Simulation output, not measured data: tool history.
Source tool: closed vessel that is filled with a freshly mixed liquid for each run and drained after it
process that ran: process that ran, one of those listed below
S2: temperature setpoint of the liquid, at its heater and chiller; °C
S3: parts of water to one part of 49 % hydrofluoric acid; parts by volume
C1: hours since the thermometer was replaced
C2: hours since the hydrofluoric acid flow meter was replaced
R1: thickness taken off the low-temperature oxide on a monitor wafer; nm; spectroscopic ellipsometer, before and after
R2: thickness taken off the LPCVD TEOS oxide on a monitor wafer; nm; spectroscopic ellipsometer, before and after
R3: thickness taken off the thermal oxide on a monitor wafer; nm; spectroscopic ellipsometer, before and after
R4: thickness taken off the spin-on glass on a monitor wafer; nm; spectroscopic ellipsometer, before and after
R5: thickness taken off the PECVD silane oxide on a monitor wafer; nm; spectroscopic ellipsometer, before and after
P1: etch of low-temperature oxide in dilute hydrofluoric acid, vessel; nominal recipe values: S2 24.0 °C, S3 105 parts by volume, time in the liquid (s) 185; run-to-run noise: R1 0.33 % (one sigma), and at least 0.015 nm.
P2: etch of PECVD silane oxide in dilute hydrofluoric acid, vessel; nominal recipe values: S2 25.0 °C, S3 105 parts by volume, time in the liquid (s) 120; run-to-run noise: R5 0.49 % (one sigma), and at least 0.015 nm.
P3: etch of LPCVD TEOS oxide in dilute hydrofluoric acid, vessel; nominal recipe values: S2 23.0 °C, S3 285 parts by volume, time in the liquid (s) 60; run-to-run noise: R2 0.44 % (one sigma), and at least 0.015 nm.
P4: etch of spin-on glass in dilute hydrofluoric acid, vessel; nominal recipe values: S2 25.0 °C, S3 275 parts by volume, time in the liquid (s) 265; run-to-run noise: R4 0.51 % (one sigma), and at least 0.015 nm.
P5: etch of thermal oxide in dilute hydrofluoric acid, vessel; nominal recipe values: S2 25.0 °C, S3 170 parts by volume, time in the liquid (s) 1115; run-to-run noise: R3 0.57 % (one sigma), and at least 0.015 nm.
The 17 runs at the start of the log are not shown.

{"run": 18, "hour": 68.0, "process that ran": "P2", "S2": 25.0, "S3": 105, "time in the liquid (s)": 120, "C1": 561.9, "C2": 373.2, "R5": 59.219}
{"run": 19, "hour": 71.3, "process that ran": "P5", "S2": 25.0, "S3": 50, "time in the liquid (s)": 1115, "C1": 565.2, "C2": 376.5, "R3": 120.39}
{"run": 20, "hour": 75.9, "process that ran": "P1", "S2": 20.0, "S3": 105, "time in the liquid (s)": 185, "C1": 569.8, "C2": 381.1, "R1": 45.82}
{"run": 21, "hour": 79.3, "process that ran": "P1", "S2": 24.0, "S3": 175, "time in the liquid (s)": 185, "C1": 573.2, "C2": 384.5, "R1": 29.71}
{"run": 22, "hour": 82.7, "process that ran": "P1", "S2": 29.0, "S3": 105, "time in the liquid (s)": 35, "C1": 576.6, "C2": 387.9, "R1": 12.361}
{"run": 23, "hour": 87.1, "process that ran": "P2", "S2": 25.0, "S3": 50, "time in the liquid (s)": 120, "C1": 581.0, "C2": 392.3, "R5": 131.84}
{"run": 24, "hour": 91.6, "process that ran": "P3", "S2": 23.0, "S3": 125, "time in the liquid (s)": 60, "C1": 585.5, "C2": 396.8, "R2": 22.513}
{"run": 25, "hour": 95.1, "process that ran": "P2", "S2": 25.0, "S3": 105, "time in the liquid (s)": 30, "C1": 589.0, "C2": 400.3, "R5": 14.777}
{"run": 26, "hour": 99.9, "process that ran": "P2", "S2": 25.0, "S3": 105, "time in the liquid (s)": 120, "C1": 593.8, "C2": 405.1, "R5": 58.658}
{"run": 27, "hour": 102.9, "process that ran": "P1", "S2": 24.0, "S3": 105, "time in the liquid (s)": 185, "C1": 596.8, "C2": 408.1, "R1": 53.842}
{"run": 28, "hour": 106.9, "process that ran": "P1", "S2": 24.0, "S3": 105, "time in the liquid (s)": 185, "C1": 600.8, "C2": 412.1, "R1": 53.456}
{"run": 29, "hour": 110.1, "process that ran": "P2", "S2": 29.0, "S3": 105, "time in the liquid (s)": 120, "C1": 604.0, "C2": 415.3, "R5": 67.895}
{"run": 30, "hour": 115.3, "process that ran": "P3", "S2": 23.0, "S3": 285, "time in the liquid (s)": 60, "C1": 609.2, "C2": 420.5, "R2": 8.4372}
{"run": 31, "hour": 118.2, "process that ran": "P4", "S2": 25.0, "S3": 510, "time in the liquid (s)": 265, "C1": 612.1, "C2": 423.4, "R4": 12.414}
{"run": 32, "hour": 122.4, "process that ran": "P1", "S2": 24.0, "S3": 105, "time in the liquid (s)": 185, "C1": 616.3, "C2": 427.6, "R1": 53.855}
{"run": 33, "hour": 126.6, "process that ran": "P1", "S2": 24.0, "S3": 105, "time in the liquid (s)": 185, "C1": 620.5, "C2": 431.8, "R1": 53.729}
{"run": 34, "hour": 131.7, "process that ran": "P1", "S2": 24.0, "S3": 105, "time in the liquid (s)": 30, "C1": 625.6, "C2": 436.9, "R1": 8.6512}
{"run": 35, "hour": 137.2, "process that ran": "P1", "S2": 24.0, "S3": 105, "time in the liquid (s)": 185, "C1": 631.1, "C2": 442.4, "R1": 54.025}
{"run": 36, "hour": 140.5, "process that ran": "P1", "S2": 24.0, "S3": 105, "time in the liquid (s)": 185, "C1": 634.4, "C2": 445.7, "R1": 53.851}
{"run": 37, "hour": 145.4, "process that ran": "P1", "S2": 24.0, "S3": 105, "time in the liquid (s)": 185, "C1": 639.3, "C2": 450.6, "R1": 51.385}
{"run": 38, "hour": 149.5, "process that ran": "P1", "S2": 24.0, "S3": 105, "time in the liquid (s)": 185, "C1": 643.4, "C2": 454.7, "R1": 50.574}

Run 39 comes next. What will it give?
{"run": 39, "hour": 154.5, "process that ran": "P1", "S2": 24.0, "S3": 105, "time in the liquid (s)": 185, "C1": 648.4, "C2": 459.7, "R1": "?"}

{"run 39": {"R1": 50.119}}
